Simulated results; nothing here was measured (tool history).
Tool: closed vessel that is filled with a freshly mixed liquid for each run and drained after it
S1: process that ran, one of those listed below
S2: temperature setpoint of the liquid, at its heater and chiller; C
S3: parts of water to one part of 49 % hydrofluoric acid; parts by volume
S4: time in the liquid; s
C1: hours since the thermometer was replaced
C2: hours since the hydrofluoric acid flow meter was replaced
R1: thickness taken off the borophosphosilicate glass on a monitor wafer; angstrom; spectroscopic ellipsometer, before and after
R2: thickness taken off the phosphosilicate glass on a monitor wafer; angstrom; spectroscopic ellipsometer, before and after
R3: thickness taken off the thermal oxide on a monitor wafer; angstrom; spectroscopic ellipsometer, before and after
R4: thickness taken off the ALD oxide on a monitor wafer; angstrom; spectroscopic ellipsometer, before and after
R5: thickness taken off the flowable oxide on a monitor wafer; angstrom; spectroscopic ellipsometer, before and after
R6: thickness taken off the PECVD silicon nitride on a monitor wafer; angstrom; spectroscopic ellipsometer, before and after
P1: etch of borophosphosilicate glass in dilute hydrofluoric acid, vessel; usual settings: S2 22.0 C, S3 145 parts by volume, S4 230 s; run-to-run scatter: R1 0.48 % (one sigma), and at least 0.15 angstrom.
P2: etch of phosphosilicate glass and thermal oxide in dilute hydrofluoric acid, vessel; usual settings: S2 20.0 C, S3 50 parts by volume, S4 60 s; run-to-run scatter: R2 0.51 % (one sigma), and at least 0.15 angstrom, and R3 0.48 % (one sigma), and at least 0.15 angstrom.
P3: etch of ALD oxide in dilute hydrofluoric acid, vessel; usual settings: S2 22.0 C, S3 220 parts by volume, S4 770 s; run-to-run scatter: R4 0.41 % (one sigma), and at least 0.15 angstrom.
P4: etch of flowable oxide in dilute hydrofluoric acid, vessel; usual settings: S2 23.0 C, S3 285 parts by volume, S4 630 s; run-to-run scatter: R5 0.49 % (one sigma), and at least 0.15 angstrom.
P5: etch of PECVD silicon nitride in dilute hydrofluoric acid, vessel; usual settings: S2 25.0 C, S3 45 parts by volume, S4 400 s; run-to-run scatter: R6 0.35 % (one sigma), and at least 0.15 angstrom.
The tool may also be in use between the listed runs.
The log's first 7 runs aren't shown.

| run | day | S1 | S2 | S3 | S4 | C1 | C2 | R1 | R2 | R3 | R4 | R5 | R6 |
|---|---|---|---|---|---|---|---|---|---|---|---|---|---|
| 8 | 3.838 | P1 | 22.0 | 145 | 230 | 342.1 | 708.9 | 376.28 |  |  |  |  |  |
| 9 | 4.367 | P5 | 17.5 | 45 | 400 | 354.8 | 721.6 |  |  |  |  |  | 309.17 |
| 10 | 4.917 | P3 | 27.0 | 220 | 770 | 368.0 | 734.8 |  |  |  | 375.690 |  |  |
| 11 | 5.550 | P2 | 20.0 | 20 | 60 | 383.2 | 750.0 |  | 1699.00 | 136.210 |  |  |  |
| 12 | 6.108 | P5 | 25.0 | 45 | 400 | 396.6 | 763.4 |  |  |  |  |  | 518.25 |
| 13 | 6.746 | P2 | 20.0 | 50 | 60 | 411.9 | 778.7 |  | 650.18 | 52.657 |  |  |  |
| 14 | 7.179 | P1 | 28.0 | 145 | 230 | 422.3 | 789.1 | 477.63 |  |  |  |  |  |
| 15 | 7.712 | P4 | 23.0 | 285 | 915 | 435.1 | 801.9 |  |  |  |  | 858.10 |  |
| 16 | 8.154 | P1 | 22.0 | 225 | 230 | 445.7 | 812.5 | 224.47 |  |  |  |  |  |
| 17 | 8.858 | P1 | 22.0 | 145 | 40 | 462.6 | 829.4 | 65.85 |  |  |  |  |  |
| 18 | 9.217 | P2 | 20.0 | 50 | 60 | 471.2 | 838.0 |  | 648.58 | 52.104 |  |  |  |
| 19 | 9.879 | P1 | 22.0 | 145 | 415 | 487.1 | 853.9 | 683.84 |  |  |  |  |  |
| 20 | 10.246 | P1 | 22.0 | 145 | 230 | 495.9 | 862.7 | 374.21 |  |  |  |  |  |
| 21 | 10.600 | P3 | 22.0 | 220 | 205 | 504.4 | 871.2 |  |  |  | 82.571 |  |  |
| 22 | 11.192 | P1 | 22.0 | 55 | 230 | 518.6 | 885.4 | 1093.80 |  |  |  |  |  |
| 23 | 11.825 | P5 | 25.0 | 45 | 670 | 533.8 | 900.6 |  |  |  |  |  | 867.18 |

The next listed run, before its measurement:
| 24 | 12.129 | P4 | 23.0 | 285 | 630 | 541.1 | 907.9 |  |  |  |  | ? |  |

R5: 593.70 angstrom
